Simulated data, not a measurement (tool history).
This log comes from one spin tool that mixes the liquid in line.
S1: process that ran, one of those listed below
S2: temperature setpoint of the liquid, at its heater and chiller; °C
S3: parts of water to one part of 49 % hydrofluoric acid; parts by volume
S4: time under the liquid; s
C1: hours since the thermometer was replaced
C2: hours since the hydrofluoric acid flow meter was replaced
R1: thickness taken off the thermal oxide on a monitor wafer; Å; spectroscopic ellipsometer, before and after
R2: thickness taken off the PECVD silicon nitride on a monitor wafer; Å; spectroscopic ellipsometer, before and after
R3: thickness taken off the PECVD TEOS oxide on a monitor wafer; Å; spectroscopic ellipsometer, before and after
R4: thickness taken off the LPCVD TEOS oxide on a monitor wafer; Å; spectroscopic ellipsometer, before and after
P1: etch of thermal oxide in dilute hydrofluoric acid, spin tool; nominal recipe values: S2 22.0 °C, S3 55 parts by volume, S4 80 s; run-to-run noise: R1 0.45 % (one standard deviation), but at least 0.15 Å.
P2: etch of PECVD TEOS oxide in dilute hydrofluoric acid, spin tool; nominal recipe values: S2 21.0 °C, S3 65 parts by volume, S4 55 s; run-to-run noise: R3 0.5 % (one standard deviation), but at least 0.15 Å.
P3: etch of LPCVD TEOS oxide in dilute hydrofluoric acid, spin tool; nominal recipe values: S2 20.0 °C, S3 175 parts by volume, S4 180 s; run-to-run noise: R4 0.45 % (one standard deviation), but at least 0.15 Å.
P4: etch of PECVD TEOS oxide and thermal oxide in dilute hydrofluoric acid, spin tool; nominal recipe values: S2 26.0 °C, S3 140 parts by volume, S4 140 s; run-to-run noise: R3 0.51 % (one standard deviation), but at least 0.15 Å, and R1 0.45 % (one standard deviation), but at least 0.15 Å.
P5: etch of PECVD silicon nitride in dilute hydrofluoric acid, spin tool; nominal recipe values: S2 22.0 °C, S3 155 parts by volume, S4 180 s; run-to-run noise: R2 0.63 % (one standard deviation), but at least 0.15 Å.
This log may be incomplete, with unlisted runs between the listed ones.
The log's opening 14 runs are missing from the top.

run	day	S1	S2	S3	S4	C1	C2	R1	R2	R3	R4
15	4.012	P3	20.0	35	180	1478.5	1868.9				1099.80
16	4.262	P3	24.5	175	180	1484.5	1874.9				225.62
17	4.588	P2	21.0	65	55	1492.3	1882.7			98.414	
18	4.808	P4	26.0	140	270	1497.6	1888.0	92.751		263.690	
19	4.967	P4	26.0	70	140	1501.4	1891.8	103.650		301.200	
20	5.250	P1	22.0	55	80	1508.2	1898.6	68.136			
21	5.458	P1	22.0	55	80	1513.2	1903.6	67.968			
22	5.671	P1	28.5	55	35	1518.3	1908.7	38.778			
23	5.938	P2	21.0	65	20	1524.7	1915.1			35.513	
24	6.246	P1	22.0	55	80	1532.1	1922.5	67.541			
25	6.446	P1	22.0	55	80	1536.9	1927.3	68.253			
26	6.596	P1	22.0	85	80	1540.5	1930.9	42.478			

Run 27 comes next. What will it give?
27	6.896	P1	17.0	30	80	1547.7	1938.1	?			

R1: 103.140 Å

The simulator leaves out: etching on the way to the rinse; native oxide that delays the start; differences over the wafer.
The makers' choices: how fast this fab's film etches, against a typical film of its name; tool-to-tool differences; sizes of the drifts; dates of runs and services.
